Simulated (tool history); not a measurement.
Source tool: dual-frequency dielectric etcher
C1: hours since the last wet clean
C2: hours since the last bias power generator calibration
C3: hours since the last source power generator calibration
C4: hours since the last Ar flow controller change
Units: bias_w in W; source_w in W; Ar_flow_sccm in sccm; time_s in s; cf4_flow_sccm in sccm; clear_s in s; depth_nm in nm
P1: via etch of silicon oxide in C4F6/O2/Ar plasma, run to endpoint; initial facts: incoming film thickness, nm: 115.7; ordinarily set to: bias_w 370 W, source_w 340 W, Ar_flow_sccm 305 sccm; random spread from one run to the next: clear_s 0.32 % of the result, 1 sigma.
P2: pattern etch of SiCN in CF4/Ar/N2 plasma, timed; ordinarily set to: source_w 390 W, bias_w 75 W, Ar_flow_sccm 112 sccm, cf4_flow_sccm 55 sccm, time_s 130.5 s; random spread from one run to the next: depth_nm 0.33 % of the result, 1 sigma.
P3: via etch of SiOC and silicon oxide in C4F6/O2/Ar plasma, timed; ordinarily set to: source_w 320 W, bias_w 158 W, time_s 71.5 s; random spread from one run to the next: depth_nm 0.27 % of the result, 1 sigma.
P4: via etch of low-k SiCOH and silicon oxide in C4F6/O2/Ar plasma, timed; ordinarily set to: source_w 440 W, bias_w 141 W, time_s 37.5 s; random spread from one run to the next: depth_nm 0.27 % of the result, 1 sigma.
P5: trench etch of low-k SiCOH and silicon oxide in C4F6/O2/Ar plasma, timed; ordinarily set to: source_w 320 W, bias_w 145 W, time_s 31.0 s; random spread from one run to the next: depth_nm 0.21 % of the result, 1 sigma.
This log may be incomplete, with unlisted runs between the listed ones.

run 1 hour=8.7 | process=P1 bias_w=370 source_w=340 Ar_flow_sccm=305 | C1=392.6 C2=1022.6 C3=906.8 C4=773.4 | clear_s=29.859
run 2 hour=17.3 | process=P3 bias_w=112 source_w=320 time_s=71.5 | C1=401.2 C2=1031.2 C3=915.4 C4=782.0 | depth_nm=65.090
run 3 hour=27.0 | process=P1 bias_w=251 source_w=280 Ar_flow_sccm=305 | C1=410.9 C2=1040.9 C3=925.1 C4=791.7 | clear_s=36.966
run 4 hour=43.1 | process=P1 bias_w=370 source_w=240 Ar_flow_sccm=305 | C1=427.0 C2=1057.0 C3=941.2 C4=807.8 | clear_s=34.116
run 5 hour=55.6 | process=P3 bias_w=158 source_w=320 time_s=98.5 | C1=439.5 C2=1069.5 C3=953.7 C4=820.3 | depth_nm=99.076
run 6 hour=66.9 | process=P5 bias_w=94 source_w=320 time_s=31.0 | C1=450.8 C2=1080.8 C3=965.0 C4=831.6 | depth_nm=72.377
run 7 hour=75.2 | process=P1 bias_w=370 source_w=340 Ar_flow_sccm=305 | C1=459.1 C2=1089.1 C3=973.3 C4=839.9 | clear_s=29.950
-- hour=86.9 Ar flow controller replaced
run 8 hour=88.5 | process=P4 bias_w=141 source_w=440 time_s=37.5 | C1=472.4 C2=1102.4 C3=986.6 C4=1.7 | depth_nm=83.114
run 9 hour=103.2 | process=P5 bias_w=145 source_w=320 time_s=31.0 | C1=487.1 C2=1117.1 C3=1001.3 C4=16.4 | depth_nm=82.036
run 10 hour=115.0 | process=P2 bias_w=75 source_w=300 Ar_flow_sccm=112 time_s=130.5 cf4_flow_sccm=55 | C1=498.9 C2=1128.9 C3=1013.1 C4=28.2 | depth_nm=77.660
run 11 hour=122.2 | process=P1 bias_w=370 source_w=340 Ar_flow_sccm=246 | C1=506.1 C2=1136.1 C3=1020.3 C4=35.4 | clear_s=29.312
run 12 hour=134.7 | process=P2 bias_w=57 source_w=390 Ar_flow_sccm=112 time_s=130.5 cf4_flow_sccm=55 | C1=518.6 C2=1148.6 C3=1032.8 C4=47.9 | depth_nm=87.743
run 13 hour=144.2 | process=P2 bias_w=75 source_w=390 Ar_flow_sccm=112 time_s=130.5 cf4_flow_sccm=39 | C1=528.1 C2=1158.1 C3=1042.3 C4=57.4 | depth_nm=92.014
run 14 hour=153.6 | process=P2 bias_w=75 source_w=390 Ar_flow_sccm=112 time_s=130.5 cf4_flow_sccm=55 | C1=537.5 C2=1167.5 C3=1051.7 C4=66.8 | depth_nm=97.797
run 15 hour=169.8 | process=P1 bias_w=370 source_w=340 Ar_flow_sccm=305 | C1=553.7 C2=1183.7 C3=1067.9 C4=83.0 | clear_s=30.000
run 16 hour=181.9 | process=P1 bias_w=370 source_w=340 Ar_flow_sccm=305 | C1=565.8 C2=1195.8 C3=1080.0 C4=95.1 | clear_s=30.060
run 17 hour=192.6 | process=P4 bias_w=141 source_w=310 time_s=37.5 | C1=576.5 C2=1206.5 C3=1090.7 C4=105.8 | depth_nm=72.652
run 18 hour=200.0 | process=P1 bias_w=465 source_w=340 Ar_flow_sccm=305 | C1=583.9 C2=1213.9 C3=1098.1 C4=113.2 | clear_s=27.704
run 19 hour=214.0 | process=P1 bias_w=370 source_w=410 Ar_flow_sccm=305 | C1=597.9 C2=1227.9 C3=1112.1 C4=127.2 | clear_s=28.007
run 20 hour=225.4 | process=P5 bias_w=145 source_w=320 time_s=31.0 | C1=609.3 C2=1239.3 C3=1123.5 C4=138.6 | depth_nm=82.085
run 21 hour=239.6 | process=P4 bias_w=141 source_w=440 time_s=23.0 | C1=623.5 C2=1253.5 C3=1137.7 C4=152.8 | depth_nm=51.048
run 22 hour=247.9 | process=P1 bias_w=370 source_w=340 Ar_flow_sccm=383 | C1=631.8 C2=1261.8 C3=1146.0 C4=161.1 | clear_s=30.904
run 23 hour=257.1 | process=P1 bias_w=257 source_w=340 Ar_flow_sccm=305 | C1=641.0 C2=1271.0 C3=1155.2 C4=170.3 | clear_s=34.046
run 24 hour=271.6 | process=P4 bias_w=99 source_w=440 time_s=37.5 | C1=655.5 C2=1285.5 C3=1169.7 C4=184.8 | depth_nm=75.421
run 25 hour=280.7 | process=P2 bias_w=75 source_w=390 Ar_flow_sccm=148 time_s=130.5 cf4_flow_sccm=55 | C1=664.6 C2=1294.6 C3=1178.8 C4=193.9 | depth_nm=93.460
run 26 hour=295.5 | process=P4 bias_w=141 source_w=440 time_s=37.5 | C1=679.4 C2=1309.4 C3=1193.6 C4=208.7 | depth_nm=83.114
run 27 hour=306.7 | process=P2 bias_w=75 source_w=390 Ar_flow_sccm=112 time_s=78.0 cf4_flow_sccm=55 | C1=690.6 C2=1320.6 C3=1204.8 C4=219.9 | depth_nm=58.508
-- hour=318.1 source power generator calibrated
run 28 hour=320.9 | process=P3 bias_w=158 source_w=410 time_s=71.5 | C1=704.8 C2=1334.8 C3=2.8 C4=234.1 | depth_nm=79.689
run 29 hour=333.0 | process=P5 bias_w=145 source_w=320 time_s=17.0 | C1=716.9 C2=1346.9 C3=14.9 C4=246.2 | depth_nm=45.011
run 30 hour=349.3 | process=P3 bias_w=158 source_w=320 time_s=71.5 | C1=733.2 C2=1363.2 C3=31.2 C4=262.5 | depth_nm=72.381
run 31 hour=362.6 | process=P1 bias_w=370 source_w=340 Ar_flow_sccm=305 | C1=746.5 C2=1376.5 C3=44.5 C4=275.8 | clear_s=30.031
run 32 hour=378.7 | process=P1 bias_w=370 source_w=340 Ar_flow_sccm=305 | C1=762.6 C2=1392.6 C3=60.6 C4=291.9 | clear_s=30.003
run 33 hour=392.2 | process=P5 bias_w=145 source_w=210 time_s=31.0 | C1=776.1 C2=1406.1 C3=74.1 C4=305.4 | depth_nm=69.523
run 34 hour=403.8 | process=P1 bias_w=370 source_w=340 Ar_flow_sccm=305 | C1=787.7 C2=1417.7 C3=85.7 C4=317.0 | clear_s=30.174
run 35 hour=418.3 | process=P1 bias_w=370 source_w=340 Ar_flow_sccm=305 | C1=802.2 C2=1432.2 C3=100.2 C4=331.5 | clear_s=29.773

What does the tool deliver on the next run?
run 36 hour=429.7 | process=P1 bias_w=370 source_w=340 Ar_flow_sccm=305 | C1=813.6 C2=1443.6 C3=111.6 C4=342.9 | clear_s=?

{"run 36": {"clear_s": 29.783}}

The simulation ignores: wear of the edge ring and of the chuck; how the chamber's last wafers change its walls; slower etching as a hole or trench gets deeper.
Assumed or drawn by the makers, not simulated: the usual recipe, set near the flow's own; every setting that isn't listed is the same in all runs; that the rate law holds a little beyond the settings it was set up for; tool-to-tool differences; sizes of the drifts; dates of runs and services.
